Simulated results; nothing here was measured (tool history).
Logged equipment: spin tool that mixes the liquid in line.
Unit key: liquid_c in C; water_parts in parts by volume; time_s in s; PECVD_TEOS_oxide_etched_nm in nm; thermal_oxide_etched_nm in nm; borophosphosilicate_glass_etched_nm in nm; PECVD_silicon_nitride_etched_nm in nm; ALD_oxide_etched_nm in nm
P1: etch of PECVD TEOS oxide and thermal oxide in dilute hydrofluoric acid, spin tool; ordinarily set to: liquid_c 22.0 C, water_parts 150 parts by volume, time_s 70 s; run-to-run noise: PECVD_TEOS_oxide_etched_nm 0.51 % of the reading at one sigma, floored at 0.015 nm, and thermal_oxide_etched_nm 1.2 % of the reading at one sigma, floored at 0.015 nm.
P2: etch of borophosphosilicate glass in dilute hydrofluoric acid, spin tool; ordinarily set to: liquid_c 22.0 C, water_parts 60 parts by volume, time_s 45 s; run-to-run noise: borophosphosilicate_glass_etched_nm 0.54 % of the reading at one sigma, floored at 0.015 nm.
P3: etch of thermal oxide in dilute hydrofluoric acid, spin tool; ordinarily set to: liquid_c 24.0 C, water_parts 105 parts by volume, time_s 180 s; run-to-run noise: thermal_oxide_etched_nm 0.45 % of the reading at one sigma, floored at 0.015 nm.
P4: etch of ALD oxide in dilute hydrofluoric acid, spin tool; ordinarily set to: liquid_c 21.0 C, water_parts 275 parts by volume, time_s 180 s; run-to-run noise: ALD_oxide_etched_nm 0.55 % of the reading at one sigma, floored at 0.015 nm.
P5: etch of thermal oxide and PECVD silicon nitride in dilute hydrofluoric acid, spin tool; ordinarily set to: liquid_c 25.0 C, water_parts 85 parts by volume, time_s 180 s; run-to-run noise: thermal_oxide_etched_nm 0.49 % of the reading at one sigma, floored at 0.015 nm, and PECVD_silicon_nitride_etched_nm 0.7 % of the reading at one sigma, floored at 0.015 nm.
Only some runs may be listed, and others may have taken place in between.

| run | hour | process | liquid_c | water_parts | time_s | PECVD_TEOS_oxide_etched_nm | thermal_oxide_etched_nm | borophosphosilicate_glass_etched_nm | PECVD_silicon_nitride_etched_nm | ALD_oxide_etched_nm |
|---|---|---|---|---|---|---|---|---|---|---|
| 1 | 5.5 | P1 | 22.0 | 150 | 70 | 11.6400 | 2.04080 |  |  |  |
| 2 | 13.3 | P2 | 22.0 | 60 | 70 |  |  | 68.921 |  |  |
| 3 | 18.0 | P5 | 25.0 | 25 | 180 |  | 38.65500 |  | 13.2100 |  |
| 4 | 24.5 | P2 | 22.0 | 60 | 45 |  |  | 44.430 |  |  |
| 5 | 29.0 | P5 | 25.0 | 85 | 180 |  | 10.58500 |  | 3.9981 |  |
| 6 | 33.9 | P1 | 22.0 | 150 | 70 | 11.7380 | 1.92720 |  |  |  |
| 7 | 41.6 | P1 | 22.0 | 255 | 70 | 6.1666 | 1.02860 |  |  |  |
| 8 | 47.1 | P4 | 21.0 | 435 | 180 |  |  |  |  | 8.7146 |
| 9 | 52.5 | P5 | 31.5 | 85 | 180 |  | 13.53600 |  | 6.1238 |  |
| 10 | 56.7 | P2 | 22.0 | 60 | 45 |  |  | 44.157 |  |  |
| 11 | 65.5 | P3 | 24.0 | 105 | 180 |  | 8.20200 |  |  |  |
| 12 | 71.0 | P1 | 22.0 | 150 | 70 | 11.8220 | 1.99230 |  |  |  |
| 13 | 75.8 | P1 | 22.0 | 150 | 15 | 2.5102 | 0.42688 |  |  |  |
| 14 | 81.5 | P1 | 22.0 | 45 | 70 | 44.3370 | 7.38960 |  |  |  |
| 15 | 89.3 | P1 | 27.5 | 150 | 70 | 14.3930 | 2.42610 |  |  |  |
| 16 | 97.6 | P2 | 22.0 | 95 | 45 |  |  | 26.983 |  |  |
| 17 | 105.7 | P5 | 25.0 | 85 | 310 |  | 18.08100 |  | 6.9683 |  |
| 18 | 109.6 | P3 | 32.5 | 105 | 180 |  | 11.37300 |  |  |  |
| 19 | 114.1 | P1 | 18.5 | 150 | 110 | 16.0100 | 2.68960 |  |  |  |
| 20 | 121.7 | P1 | 22.0 | 150 | 70 | 11.7170 | 1.94130 |  |  |  |
| 21 | 126.2 | P2 | 17.0 | 60 | 45 |  |  | 36.065 |  |  |
| 22 | 131.6 | P4 | 17.0 | 275 | 180 |  |  |  |  | 13.6750 |

Forecast run 23:
| 23 | 139.4 | P3 | 24.0 | 55 | 180 |  | ? |  |  |  |

{"run 23": {"thermal_oxide_etched_nm": 16.663}}
